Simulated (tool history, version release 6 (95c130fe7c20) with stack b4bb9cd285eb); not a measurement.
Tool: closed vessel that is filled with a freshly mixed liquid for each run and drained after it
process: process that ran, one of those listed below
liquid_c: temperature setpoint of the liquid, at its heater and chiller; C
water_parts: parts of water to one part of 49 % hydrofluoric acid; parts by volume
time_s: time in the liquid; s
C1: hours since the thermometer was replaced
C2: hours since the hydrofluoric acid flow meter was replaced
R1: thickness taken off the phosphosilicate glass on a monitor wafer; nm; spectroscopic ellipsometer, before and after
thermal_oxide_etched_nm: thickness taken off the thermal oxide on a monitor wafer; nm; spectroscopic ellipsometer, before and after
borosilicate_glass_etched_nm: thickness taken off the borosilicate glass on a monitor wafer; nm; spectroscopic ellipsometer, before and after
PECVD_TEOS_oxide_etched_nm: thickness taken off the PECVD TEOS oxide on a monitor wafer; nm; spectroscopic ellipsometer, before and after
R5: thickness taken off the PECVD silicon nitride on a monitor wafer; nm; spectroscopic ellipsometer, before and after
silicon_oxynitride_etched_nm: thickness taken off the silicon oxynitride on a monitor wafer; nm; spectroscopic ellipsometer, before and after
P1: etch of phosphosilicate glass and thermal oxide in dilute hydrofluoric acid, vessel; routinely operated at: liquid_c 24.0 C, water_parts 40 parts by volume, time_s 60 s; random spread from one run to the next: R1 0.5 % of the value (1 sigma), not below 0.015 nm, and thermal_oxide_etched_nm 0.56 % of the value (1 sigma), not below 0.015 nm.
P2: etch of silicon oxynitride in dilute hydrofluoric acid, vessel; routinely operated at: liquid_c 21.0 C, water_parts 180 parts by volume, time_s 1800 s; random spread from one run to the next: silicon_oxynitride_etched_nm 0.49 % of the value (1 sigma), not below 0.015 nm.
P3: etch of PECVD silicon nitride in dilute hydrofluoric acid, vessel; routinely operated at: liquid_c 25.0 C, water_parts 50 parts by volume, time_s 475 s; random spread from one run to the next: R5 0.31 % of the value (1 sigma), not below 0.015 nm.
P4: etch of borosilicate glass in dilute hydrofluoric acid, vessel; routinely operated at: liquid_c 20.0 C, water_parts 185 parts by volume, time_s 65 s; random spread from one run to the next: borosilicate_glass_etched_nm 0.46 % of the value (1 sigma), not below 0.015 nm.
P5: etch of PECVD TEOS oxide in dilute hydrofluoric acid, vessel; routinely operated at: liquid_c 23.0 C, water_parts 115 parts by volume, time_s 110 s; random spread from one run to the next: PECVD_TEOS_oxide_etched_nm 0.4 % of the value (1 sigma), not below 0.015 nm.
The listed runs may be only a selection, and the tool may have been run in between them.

{"run": 1, "hour": 12.0, "process": "P1", "liquid_c": 24.0, "water_parts": 40, "time_s": 60, "C1": 1180.6, "C2": 631.9, "R1": 98.623, "thermal_oxide_etched_nm": 7.4268}
{"run": 2, "hour": 22.7, "process": "P4", "liquid_c": 20.0, "water_parts": 275, "time_s": 65, "C1": 1191.3, "C2": 642.6, "borosilicate_glass_etched_nm": 2.8428}
{"run": 3, "hour": 37.4, "process": "P5", "liquid_c": 23.0, "water_parts": 115, "time_s": 30, "C1": 1206.0, "C2": 657.3, "PECVD_TEOS_oxide_etched_nm": 3.9321}
{"run": 4, "hour": 49.5, "process": "P1", "liquid_c": 29.0, "water_parts": 40, "time_s": 110, "C1": 1218.1, "C2": 669.4, "R1": 220.93, "thermal_oxide_etched_nm": 16.691}
{"run": 5, "hour": 62.4, "process": "P1", "liquid_c": 18.0, "water_parts": 40, "time_s": 60, "C1": 1231.0, "C2": 682.3, "R1": 76.441, "thermal_oxide_etched_nm": 5.7275}
{"run": 6, "hour": 75.3, "process": "P1", "liquid_c": 24.0, "water_parts": 40, "time_s": 60, "C1": 1243.9, "C2": 695.2, "R1": 99.285, "thermal_oxide_etched_nm": 7.3641}
{"run": 7, "hour": 87.4, "process": "P3", "liquid_c": 25.0, "water_parts": 50, "time_s": 475, "C1": 1256.0, "C2": 707.3, "R5": 17.889}
{"run": 8, "hour": 100.8, "process": "P3", "liquid_c": 32.0, "water_parts": 50, "time_s": 475, "C1": 1269.4, "C2": 720.7, "R5": 28.239}
{"run": 9, "hour": 108.3, "process": "P3", "liquid_c": 25.0, "water_parts": 50, "time_s": 715, "C1": 1276.9, "C2": 728.2, "R5": 26.844}
{"run": 10, "hour": 121.4, "process": "P5", "liquid_c": 27.0, "water_parts": 115, "time_s": 110, "C1": 1290.0, "C2": 741.3, "PECVD_TEOS_oxide_etched_nm": 16.664}
{"run": 11, "hour": 134.7, "process": "P1", "liquid_c": 24.0, "water_parts": 40, "time_s": 60, "C1": 1303.3, "C2": 754.6, "R1": 97.784, "thermal_oxide_etched_nm": 7.4006}
{"run": 12, "hour": 143.7, "process": "P5", "liquid_c": 23.0, "water_parts": 35, "time_s": 110, "C1": 1312.3, "C2": 763.6, "PECVD_TEOS_oxide_etched_nm": 51.918}
{"run": 13, "hour": 152.5, "process": "P1", "liquid_c": 24.0, "water_parts": 55, "time_s": 60, "C1": 1321.1, "C2": 772.4, "R1": 69.875, "thermal_oxide_etched_nm": 5.2321}
{"run": 14, "hour": 160.5, "process": "P4", "liquid_c": 20.0, "water_parts": 185, "time_s": 65, "C1": 1329.1, "C2": 780.4, "borosilicate_glass_etched_nm": 4.6338}
{"run": 15, "hour": 170.3, "process": "P4", "liquid_c": 20.0, "water_parts": 185, "time_s": 65, "C1": 1338.9, "C2": 790.2, "borosilicate_glass_etched_nm": 4.6136}
{"run": 16, "hour": 186.7, "process": "P4", "liquid_c": 20.0, "water_parts": 185, "time_s": 30, "C1": 1355.3, "C2": 806.6, "borosilicate_glass_etched_nm": 2.1378}
{"run": 17, "hour": 197.1, "process": "P1", "liquid_c": 29.5, "water_parts": 40, "time_s": 60, "C1": 1365.7, "C2": 817.0, "R1": 123.33, "thermal_oxide_etched_nm": 9.2166}
{"run": 18, "hour": 212.5, "process": "P1", "liquid_c": 24.0, "water_parts": 40, "time_s": 100, "C1": 1381.1, "C2": 832.4, "R1": 162.44, "thermal_oxide_etched_nm": 12.356}
{"run": 19, "hour": 221.2, "process": "P3", "liquid_c": 25.0, "water_parts": 50, "time_s": 475, "C1": 1389.8, "C2": 841.1, "R5": 17.982}
{"run": 20, "hour": 232.6, "process": "P3", "liquid_c": 25.0, "water_parts": 85, "time_s": 475, "C1": 1401.2, "C2": 852.5, "R5": 10.597}
{"run": 21, "hour": 240.8, "process": "P1", "liquid_c": 24.0, "water_parts": 40, "time_s": 60, "C1": 1409.4, "C2": 860.7, "R1": 98.067, "thermal_oxide_etched_nm": 7.4076}
{"run": 22, "hour": 257.1, "process": "P1", "liquid_c": 24.0, "water_parts": 20, "time_s": 60, "C1": 1425.7, "C2": 877.0, "R1": 201.6, "thermal_oxide_etched_nm": 14.981}
{"run": 23, "hour": 266.4, "process": "P4", "liquid_c": 17.0, "water_parts": 185, "time_s": 65, "C1": 1435.0, "C2": 886.3, "borosilicate_glass_etched_nm": 4.0874}
{"run": 24, "hour": 276.9, "process": "P2", "liquid_c": 17.0, "water_parts": 180, "time_s": 1800, "C1": 1445.5, "C2": 896.8, "silicon_oxynitride_etched_nm": 12.48}
{"run": 25, "hour": 285.6, "process": "P2", "liquid_c": 21.0, "water_parts": 100, "time_s": 1800, "C1": 1454.2, "C2": 905.5, "silicon_oxynitride_etched_nm": 28.517}
{"run": 26, "hour": 296.9, "process": "P2", "liquid_c": 21.0, "water_parts": 180, "time_s": 1800, "C1": 1465.5, "C2": 916.8, "silicon_oxynitride_etched_nm": 15.096}
{"run": 27, "hour": 309.6, "process": "P5", "liquid_c": 23.0, "water_parts": 115, "time_s": 110, "C1": 1478.2, "C2": 929.5, "PECVD_TEOS_oxide_etched_nm": 14.405}
{"run": 28, "hour": 325.6, "process": "P2", "liquid_c": 21.0, "water_parts": 180, "time_s": 2610, "C1": 1494.2, "C2": 945.5, "silicon_oxynitride_etched_nm": 21.746}
{"run": 29, "hour": 334.8, "process": "P1", "liquid_c": 24.0, "water_parts": 40, "time_s": 30, "C1": 1503.4, "C2": 954.7, "R1": 48.95, "thermal_oxide_etched_nm": 3.6762}
{"run": 30, "hour": 346.6, "process": "P1", "liquid_c": 24.0, "water_parts": 40, "time_s": 60, "C1": 1515.2, "C2": 966.5, "R1": 97.739, "thermal_oxide_etched_nm": 7.3989}
{"run": 31, "hour": 361.2, "process": "P1", "liquid_c": 24.0, "water_parts": 40, "time_s": 60, "C1": 1529.8, "C2": 981.1, "R1": 98.418, "thermal_oxide_etched_nm": 7.3815}
{"run": 32, "hour": 374.2, "process": "P5", "liquid_c": 23.0, "water_parts": 115, "time_s": 110, "C1": 1542.8, "C2": 994.1, "PECVD_TEOS_oxide_etched_nm": 14.256}
{"run": 33, "hour": 385.2, "process": "P1", "liquid_c": 24.0, "water_parts": 40, "time_s": 60, "C1": 1553.8, "C2": 1005.1, "R1": 97.928, "thermal_oxide_etched_nm": 7.3689}
{"run": 34, "hour": 396.8, "process": "P1", "liquid_c": 24.0, "water_parts": 40, "time_s": 60, "C1": 1565.4, "C2": 1016.7, "R1": 100.66, "thermal_oxide_etched_nm": 7.5035}

What will run 35 give?
{"run": 35, "hour": 412.4, "process": "P1", "liquid_c": 24.0, "water_parts": 40, "time_s": 60, "C1": 1581.0, "C2": 1032.3, "R1": "?", "thermal_oxide_etched_nm": "?"}

Run 35 came out at R1 102.590 nm, thermal_oxide_etched_nm 7.6522 nm.

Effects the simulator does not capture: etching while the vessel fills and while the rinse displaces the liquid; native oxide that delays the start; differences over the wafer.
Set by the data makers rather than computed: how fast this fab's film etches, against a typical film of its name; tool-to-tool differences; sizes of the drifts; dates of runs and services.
